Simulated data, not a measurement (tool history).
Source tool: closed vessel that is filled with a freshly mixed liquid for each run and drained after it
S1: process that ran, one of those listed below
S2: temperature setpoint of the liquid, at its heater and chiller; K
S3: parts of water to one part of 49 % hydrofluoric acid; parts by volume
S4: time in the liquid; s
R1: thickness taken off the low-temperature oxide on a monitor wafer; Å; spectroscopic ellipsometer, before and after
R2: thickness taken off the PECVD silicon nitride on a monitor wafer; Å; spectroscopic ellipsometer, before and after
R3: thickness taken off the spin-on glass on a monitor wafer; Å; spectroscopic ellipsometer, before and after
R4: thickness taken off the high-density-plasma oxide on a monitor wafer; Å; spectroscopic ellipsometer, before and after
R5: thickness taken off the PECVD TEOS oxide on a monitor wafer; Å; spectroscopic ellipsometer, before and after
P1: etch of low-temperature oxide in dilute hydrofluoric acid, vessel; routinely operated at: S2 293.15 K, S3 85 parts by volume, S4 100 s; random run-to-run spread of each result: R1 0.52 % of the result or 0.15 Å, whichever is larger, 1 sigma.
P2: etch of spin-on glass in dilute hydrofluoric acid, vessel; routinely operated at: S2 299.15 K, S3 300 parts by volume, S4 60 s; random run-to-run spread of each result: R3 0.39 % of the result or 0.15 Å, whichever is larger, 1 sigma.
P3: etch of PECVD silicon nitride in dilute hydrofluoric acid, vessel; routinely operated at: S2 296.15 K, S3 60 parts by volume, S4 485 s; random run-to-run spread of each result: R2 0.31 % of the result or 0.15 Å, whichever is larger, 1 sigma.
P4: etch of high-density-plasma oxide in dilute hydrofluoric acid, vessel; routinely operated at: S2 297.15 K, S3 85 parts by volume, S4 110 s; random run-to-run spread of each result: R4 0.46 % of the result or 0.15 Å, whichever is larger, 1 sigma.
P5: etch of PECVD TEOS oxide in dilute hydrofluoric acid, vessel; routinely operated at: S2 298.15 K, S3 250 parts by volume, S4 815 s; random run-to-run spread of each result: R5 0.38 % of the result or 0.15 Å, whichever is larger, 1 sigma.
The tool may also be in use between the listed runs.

run    day  S1      S2   S3    S4      R1      R2      R3      R4      R5
  1  0.262  P1  293.15   85   100  149.31
  2   0.45  P1  290.15   25   100  477.31
  3   0.75  P3  290.15   60   485          196.87
  4  0.975  P2  299.15  300    60                  69.925
  5  1.196  P4  297.15   85    30                          40.049
  6  1.383  P5  298.15  250   815                                  471.47
  7  1.621  P3  296.15   60   485          300.72
  8  1.912  P4  297.15  135   110                          87.505
  9  2.146  P5  298.15   60   815                                  2452.9
 10  2.279  P1  290.15   85   100  132.68
 11  2.454  P4  297.15   85   110                          146.64
 12  2.596  P1  293.15   85   190   283.7
 13  2.783  P3  296.15   60    55          34.027
 14  2.958  P5  298.15  250  1200                                  698.57
 15  3.242  P5  294.15  250   815                                  410.88
 16    3.5  P4  301.15   85   110                           174.3
 17    3.8  P2  305.15  300    60                  84.696
 18  3.962  P2  299.15   70    60                  387.09
 19    4.1  P1  293.15  140   100  85.058
 20  4.354  P1  301.65   85   100  209.97
 21  4.558  P1  293.15   85   100  149.65
 22  4.829  P5  298.15  250   815                                  473.23
 23  4.988  P2  299.15  300    30                  34.627
 24  5.146  P1  293.15   85   100  148.73
 25  5.292  P1  293.15   40   100  336.14
 26  5.475  P3  296.15  110   485          164.78
 27  5.738  P1  293.15   85   100  149.55
 28  5.888  P2  299.15  300    60                  70.005
 29  6.179  P1  293.15   85    50  74.076
 30  6.371  P1  293.15   85   100  149.38
 31  6.512  P1  293.15   85   100  150.15
 32  6.729  P1  293.15   85   100   144.5
 33  7.021  P1  293.15   85   100  139.37
 34  7.312  P1  293.15   85   100  137.24
 35  7.462  P1  293.15   85   100  137.35
 36  7.717  P1  293.15   85   100  135.36
 37  7.933  P1  293.15   85   100  135.44

The output of P1 has drifted from where it used to be. Each of the 2 causes below, taken at the size shown beside it, accounts for the log equally well:
A: hydrofluoric acid flow below the setpoint (%) = 8.61
B: liquid colder than its thermometer reads (K) = 2.37
At approximately day 6.512, the process output began to creep.

Consider the 4 single-wafer check runs listed below, results given as question marks: which one distinguishes between the causes by giving clearly different results for each?
check 1  8.15  P2  299.15   95   60           ?
check 2  8.15  P4  297.15  130   30               ?
check 3  8.15  P5  298.15   60  815                   ?
check 4  8.15  P3  291.65   60  130       ?

Predicted outcomes, by check and by cause:
  check  result    if A    if B
check 1      R3  250.39  252.41
check 2      R4  22.335   22.59
check 3      R5  2227.7    2229
check 4      R2  53.965  49.823
How far apart the two closest causes lie, in the result that separates them most: check 1 0.8 %; check 2 1.14 %; check 3 0.06 %; check 4 7.99 %
Check 4 is the one run that separates the causes; every other check would come out nearly the same whichever cause is at work.

After running check 4, the following was obtained: R2 53.466 Å. Which cause does this point to?

Of the candidate causes, it is A: hydrofluoric acid flow below the setpoint (%).
